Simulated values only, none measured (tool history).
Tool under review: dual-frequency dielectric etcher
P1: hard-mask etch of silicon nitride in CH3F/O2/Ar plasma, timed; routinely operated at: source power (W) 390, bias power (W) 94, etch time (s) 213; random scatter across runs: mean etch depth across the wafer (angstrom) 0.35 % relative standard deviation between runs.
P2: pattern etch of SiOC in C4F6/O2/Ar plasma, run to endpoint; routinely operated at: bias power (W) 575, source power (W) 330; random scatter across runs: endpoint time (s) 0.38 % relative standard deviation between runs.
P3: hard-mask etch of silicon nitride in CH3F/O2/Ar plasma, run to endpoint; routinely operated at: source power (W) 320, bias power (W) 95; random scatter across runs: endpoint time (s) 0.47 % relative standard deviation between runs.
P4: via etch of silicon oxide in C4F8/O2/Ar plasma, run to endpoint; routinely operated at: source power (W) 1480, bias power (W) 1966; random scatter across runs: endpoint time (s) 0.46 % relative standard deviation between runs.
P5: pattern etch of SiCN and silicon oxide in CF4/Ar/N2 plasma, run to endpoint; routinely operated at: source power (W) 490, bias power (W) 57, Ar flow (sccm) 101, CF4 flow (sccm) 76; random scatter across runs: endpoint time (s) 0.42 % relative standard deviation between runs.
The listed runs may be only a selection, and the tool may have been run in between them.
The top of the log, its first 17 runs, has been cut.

run   hour  process that ran  source power (W)  bias power (W)  etch time (s)  Ar flow (sccm)  CF4 flow (sccm)  mean etch depth across the wafer (angstrom)  endpoint time (s)
 18    133                P1               460              94            306                                                                        2457.4
 19    142                P1               390              94            213                                                                        1599.9
 20  148.8                P4              1990            1966                                                                                                          303.91
 21  158.7                P1               530              94            268                                                                        2277.2
 22  164.5                P2               330             337                                                                                                          19.187
 23  170.4                P3               320              95                                                                                                           62.33
 24  179.5                P1               390             119            213                                                                        1754.8
 25  188.6                P1               390              94            213                                                                        1605.8
 26    194                P2               420             575                                                                                                          14.313
 27  199.3                P5               490              34                            101               76                                                          14.662
 28  206.2                P1               470              94            213                                                                        1726.2
 29  213.8                P5               490              57                             62               76                                                          11.728

What will run 30 give?
 30  221.2                P1               390              94            155                                                                             ?

{"run 30": {"mean etch depth across the wafer (angstrom)": 1169.8}}
